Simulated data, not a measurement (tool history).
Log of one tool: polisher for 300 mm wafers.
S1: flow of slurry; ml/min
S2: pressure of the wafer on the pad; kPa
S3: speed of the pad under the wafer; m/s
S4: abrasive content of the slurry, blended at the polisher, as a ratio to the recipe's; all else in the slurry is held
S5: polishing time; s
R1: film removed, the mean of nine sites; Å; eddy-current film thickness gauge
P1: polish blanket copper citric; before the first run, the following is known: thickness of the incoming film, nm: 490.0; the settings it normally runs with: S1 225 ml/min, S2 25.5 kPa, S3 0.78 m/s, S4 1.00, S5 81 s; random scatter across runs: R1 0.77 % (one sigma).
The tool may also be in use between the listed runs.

Run 1, hour 8.9: S1 225 ml/min, S2 25.5 kPa, S3 0.78 m/s, S4 1.00, S5 81 s. Result: R1 1451.90 Å.
Run 2, hour 17.8: S1 225 ml/min, S2 25.5 kPa, S3 1.14 m/s, S4 1.00, S5 81 s. Result: R1 2110.30 Å.
Run 3, hour 25.8: S1 320 ml/min, S2 25.5 kPa, S3 0.78 m/s, S4 1.20, S5 81 s. Result: R1 1573.40 Å.
Run 4, hour 37.9: S1 225 ml/min, S2 37.9 kPa, S3 0.78 m/s, S4 1.00, S5 81 s. Result: R1 2183.50 Å.
Run 5, hour 48.1: S1 225 ml/min, S2 25.5 kPa, S3 0.78 m/s, S4 1.00, S5 81 s. Result: R1 1465.70 Å.
Run 6, hour 54.6: S1 225 ml/min, S2 11.7 kPa, S3 0.78 m/s, S4 1.00, S5 81 s. Result: R1 685.61 Å.
Run 7, hour 66.6: S1 225 ml/min, S2 25.5 kPa, S3 0.78 m/s, S4 1.40, S5 81 s. Result: R1 1553.20 Å.
Run 8, hour 79.7: S1 225 ml/min, S2 25.5 kPa, S3 0.78 m/s, S4 1.00, S5 81 s. Result: R1 1462.90 Å.
Run 9, hour 93.0: S1 300 ml/min, S2 25.5 kPa, S3 0.78 m/s, S4 1.00, S5 81 s. Result: R1 1528.20 Å.
Run 10, hour 105.3: S1 225 ml/min, S2 25.5 kPa, S3 0.78 m/s, S4 0.55, S5 81 s. Result: R1 1296.20 Å.
Run 11, hour 114.7: S1 160 ml/min, S2 25.5 kPa, S3 0.78 m/s, S4 1.25, S5 81 s. Result: R1 1470.80 Å.
Run 12, hour 123.6: S1 225 ml/min, S2 25.5 kPa, S3 0.38 m/s, S4 1.00, S5 81 s. Result: R1 728.73 Å.
Run 13, hour 132.8: S1 225 ml/min, S2 25.5 kPa, S3 0.78 m/s, S4 1.00, S5 81 s. Result: R1 1472.20 Å.
Run 14, hour 140.4: S1 225 ml/min, S2 25.5 kPa, S3 0.78 m/s, S4 1.00, S5 126 s. Result: R1 2275.30 Å.
Run 15, hour 149.0: S1 310 ml/min, S2 25.5 kPa, S3 1.16 m/s, S4 1.00, S5 81 s. Result: R1 2224.90 Å.
Run 16, hour 160.4: S1 225 ml/min, S2 25.5 kPa, S3 0.78 m/s, S4 1.00, S5 81 s. Result: R1 1476.20 Å.
Run 17, hour 168.6: S1 225 ml/min, S2 25.5 kPa, S3 0.78 m/s, S4 1.00, S5 36 s. Result: R1 646.49 Å.

Run 18 has not been measured yet. What should we expect?
Run 18, hour 179.9: S1 135 ml/min, S2 25.5 kPa, S3 0.78 m/s, S4 1.00, S5 81 s. Result: R1 ?.

{"run 18": {"R1": 1352.6}}
